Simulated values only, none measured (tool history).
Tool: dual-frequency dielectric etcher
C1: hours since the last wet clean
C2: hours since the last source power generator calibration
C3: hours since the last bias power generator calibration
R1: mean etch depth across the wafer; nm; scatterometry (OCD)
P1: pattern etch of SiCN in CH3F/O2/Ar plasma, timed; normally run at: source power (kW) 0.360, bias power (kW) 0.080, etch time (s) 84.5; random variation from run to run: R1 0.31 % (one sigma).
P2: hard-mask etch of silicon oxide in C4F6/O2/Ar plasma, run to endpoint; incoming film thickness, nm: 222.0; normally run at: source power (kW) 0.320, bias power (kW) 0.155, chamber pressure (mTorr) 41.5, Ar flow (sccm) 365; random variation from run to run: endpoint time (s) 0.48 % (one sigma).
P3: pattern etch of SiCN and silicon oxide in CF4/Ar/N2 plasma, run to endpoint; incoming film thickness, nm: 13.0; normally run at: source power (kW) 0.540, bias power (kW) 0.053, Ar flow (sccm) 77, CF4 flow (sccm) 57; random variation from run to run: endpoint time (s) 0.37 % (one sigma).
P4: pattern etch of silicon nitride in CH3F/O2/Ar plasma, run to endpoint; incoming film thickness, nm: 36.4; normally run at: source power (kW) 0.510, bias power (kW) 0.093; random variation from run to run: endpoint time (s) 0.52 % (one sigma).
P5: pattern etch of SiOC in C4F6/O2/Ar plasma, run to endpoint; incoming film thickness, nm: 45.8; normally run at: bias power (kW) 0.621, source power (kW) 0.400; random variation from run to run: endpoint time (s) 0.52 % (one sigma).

{"run": 1, "hour": 7.2, "process that ran": "P1", "source power (kW)": 0.36, "bias power (kW)": 0.08, "etch time (s)": 84.5, "C1": 377.0, "C2": 1090.6, "C3": 359.9, "R1": 31.323}
{"run": 2, "hour": 11.5, "process that ran": "P1", "source power (kW)": 0.36, "bias power (kW)": 0.08, "etch time (s)": 84.5, "C1": 381.3, "C2": 1094.9, "C3": 364.2, "R1": 31.243}
{"run": 3, "hour": 15.6, "process that ran": "P1", "source power (kW)": 0.36, "bias power (kW)": 0.08, "etch time (s)": 124.0, "C1": 385.4, "C2": 1099.0, "C3": 368.3, "R1": 45.889}
{"run": 4, "hour": 20.0, "process that ran": "P3", "source power (kW)": 0.65, "bias power (kW)": 0.053, "Ar flow (sccm)": 77, "CF4 flow (sccm)": 57, "C1": 389.8, "C2": 1103.4, "C3": 372.7, "endpoint time (s)": 11.601}
{"run": 5, "hour": 25.7, "process that ran": "P5", "source power (kW)": 0.4, "bias power (kW)": 0.621, "C1": 395.5, "C2": 1109.1, "C3": 378.4, "endpoint time (s)": 14.381}
{"run": 6, "hour": 30.2, "process that ran": "P5", "source power (kW)": 0.4, "bias power (kW)": 0.415, "C1": 400.0, "C2": 1113.6, "C3": 382.9, "endpoint time (s)": 16.492}
{"run": 7, "hour": 35.8, "process that ran": "P3", "source power (kW)": 0.54, "bias power (kW)": 0.053, "Ar flow (sccm)": 57, "CF4 flow (sccm)": 57, "C1": 405.6, "C2": 1119.2, "C3": 388.5, "endpoint time (s)": 13.077}
{"run": 8, "hour": 39.5, "process that ran": "P1", "source power (kW)": 0.36, "bias power (kW)": 0.08, "etch time (s)": 84.5, "C1": 409.3, "C2": 1122.9, "C3": 392.2, "R1": 31.373}
{"run": 9, "hour": 44.4, "process that ran": "P2", "source power (kW)": 0.32, "bias power (kW)": 0.193, "Ar flow (sccm)": 365, "chamber pressure (mTorr)": 41.5, "C1": 414.2, "C2": 1127.8, "C3": 397.1, "endpoint time (s)": 77.341}
{"run": 10, "hour": 48.6, "process that ran": "P1", "source power (kW)": 0.36, "bias power (kW)": 0.08, "etch time (s)": 62.5, "C1": 418.4, "C2": 1132.0, "C3": 401.3, "R1": 23.06}
{"run": 11, "hour": 54.1, "process that ran": "P2", "source power (kW)": 0.32, "bias power (kW)": 0.155, "Ar flow (sccm)": 365, "chamber pressure (mTorr)": 41.5, "C1": 423.9, "C2": 1137.5, "C3": 406.8, "endpoint time (s)": 82.918}
{"run": 12, "hour": 60.2, "process that ran": "P4", "source power (kW)": 0.7, "bias power (kW)": 0.093, "C1": 430.0, "C2": 1143.6, "C3": 412.9, "endpoint time (s)": 40.939}
{"run": 13, "hour": 66.3, "process that ran": "P4", "source power (kW)": 0.51, "bias power (kW)": 0.093, "C1": 436.1, "C2": 1149.7, "C3": 419.0, "endpoint time (s)": 45.19}
{"run": 14, "hour": 72.8, "process that ran": "P5", "source power (kW)": 0.3, "bias power (kW)": 0.621, "C1": 442.6, "C2": 1156.2, "C3": 425.5, "endpoint time (s)": 15.98}
{"run": 15, "hour": 78.3, "process that ran": "P1", "source power (kW)": 0.36, "bias power (kW)": 0.057, "etch time (s)": 84.5, "C1": 448.1, "C2": 1161.7, "C3": 431.0, "R1": 27.801}
{"run": 16, "hour": 83.0, "process that ran": "P1", "source power (kW)": 0.43, "bias power (kW)": 0.104, "etch time (s)": 84.5, "C1": 452.8, "C2": 1166.4, "C3": 435.7, "R1": 36.93}
{"run": 17, "hour": 88.2, "process that ran": "P2", "source power (kW)": 0.32, "bias power (kW)": 0.155, "Ar flow (sccm)": 365, "chamber pressure (mTorr)": 51.5, "C1": 458.0, "C2": 1171.6, "C3": 440.9, "endpoint time (s)": 85.031}
{"run": 18, "hour": 95.0, "process that ran": "P2", "source power (kW)": 0.32, "bias power (kW)": 0.155, "Ar flow (sccm)": 477, "chamber pressure (mTorr)": 41.5, "C1": 464.8, "C2": 1178.4, "C3": 447.7, "endpoint time (s)": 85.374}
{"run": 19, "hour": 99.7, "process that ran": "P1", "source power (kW)": 0.36, "bias power (kW)": 0.08, "etch time (s)": 84.5, "C1": 469.5, "C2": 1183.1, "C3": 452.4, "R1": 31.289}
{"run": 20, "hour": 105.8, "process that ran": "P1", "source power (kW)": 0.36, "bias power (kW)": 0.106, "etch time (s)": 84.5, "C1": 475.6, "C2": 1189.2, "C3": 458.5, "R1": 34.619}
{"run": 21, "hour": 110.1, "process that ran": "P1", "source power (kW)": 0.21, "bias power (kW)": 0.08, "etch time (s)": 84.5, "C1": 479.9, "C2": 1193.5, "C3": 462.8, "R1": 25.58}
{"run": 22, "hour": 114.9, "process that ran": "P1", "source power (kW)": 0.36, "bias power (kW)": 0.08, "etch time (s)": 84.5, "C1": 484.7, "C2": 1198.3, "C3": 467.6, "R1": 31.132}
{"run": 23, "hour": 118.7, "process that ran": "P3", "source power (kW)": 0.54, "bias power (kW)": 0.053, "Ar flow (sccm)": 77, "CF4 flow (sccm)": 57, "C1": 488.5, "C2": 1202.1, "C3": 471.4, "endpoint time (s)": 13.765}
{"run": 24, "hour": 125.4, "process that ran": "P4", "source power (kW)": 0.51, "bias power (kW)": 0.07, "C1": 495.2, "C2": 1208.8, "C3": 478.1, "endpoint time (s)": 50.621}
{"run": 25, "hour": 129.7, "process that ran": "P3", "source power (kW)": 0.54, "bias power (kW)": 0.073, "Ar flow (sccm)": 77, "CF4 flow (sccm)": 57, "C1": 499.5, "C2": 1213.1, "C3": 482.4, "endpoint time (s)": 12.395}
{"run": 26, "hour": 135.1, "process that ran": "P5", "source power (kW)": 0.4, "bias power (kW)": 0.621, "C1": 504.9, "C2": 1218.5, "C3": 487.8, "endpoint time (s)": 14.213}
{"run": 27, "hour": 142.3, "process that ran": "P3", "source power (kW)": 0.54, "bias power (kW)": 0.053, "Ar flow (sccm)": 77, "CF4 flow (sccm)": 37, "C1": 512.1, "C2": 1225.7, "C3": 495.0, "endpoint time (s)": 14.837}
{"run": 28, "hour": 148.4, "process that ran": "P1", "source power (kW)": 0.47, "bias power (kW)": 0.08, "etch time (s)": 84.5, "C1": 518.2, "C2": 1231.8, "C3": 501.1, "R1": 34.634}
{"run": 29, "hour": 153.9, "process that ran": "P2", "source power (kW)": 0.24, "bias power (kW)": 0.155, "Ar flow (sccm)": 365, "chamber pressure (mTorr)": 41.5, "C1": 523.7, "C2": 1237.3, "C3": 506.6, "endpoint time (s)": 93.211}
{"run": 30, "hour": 157.0, "process that ran": "P1", "source power (kW)": 0.36, "bias power (kW)": 0.08, "etch time (s)": 84.5, "C1": 526.8, "C2": 1240.4, "C3": 509.7, "R1": 31.327}
{"run": 31, "hour": 164.2, "process that ran": "P1", "source power (kW)": 0.36, "bias power (kW)": 0.08, "etch time (s)": 84.5, "C1": 534.0, "C2": 1247.6, "C3": 516.9, "R1": 31.121}
{"run": 32, "hour": 170.9, "process that ran": "P1", "source power (kW)": 0.36, "bias power (kW)": 0.08, "etch time (s)": 84.5, "C1": 540.7, "C2": 1254.3, "C3": 523.6, "R1": 30.813}
{"run": 33, "hour": 174.1, "process that ran": "P1", "source power (kW)": 0.36, "bias power (kW)": 0.08, "etch time (s)": 84.5, "C1": 543.9, "C2": 1257.5, "C3": 526.8, "R1": 30.901}

The next listed run, before its measurement:
{"hour": 180.1, "done": "wet clean of the chamber"}
{"run": 34, "hour": 181.3, "process that ran": "P1", "source power (kW)": 0.36, "bias power (kW)": 0.08, "etch time (s)": 84.5, "C1": 1.2, "C2": 1264.7, "C3": 534.0, "R1": "?"}

R1: 30.834 nm
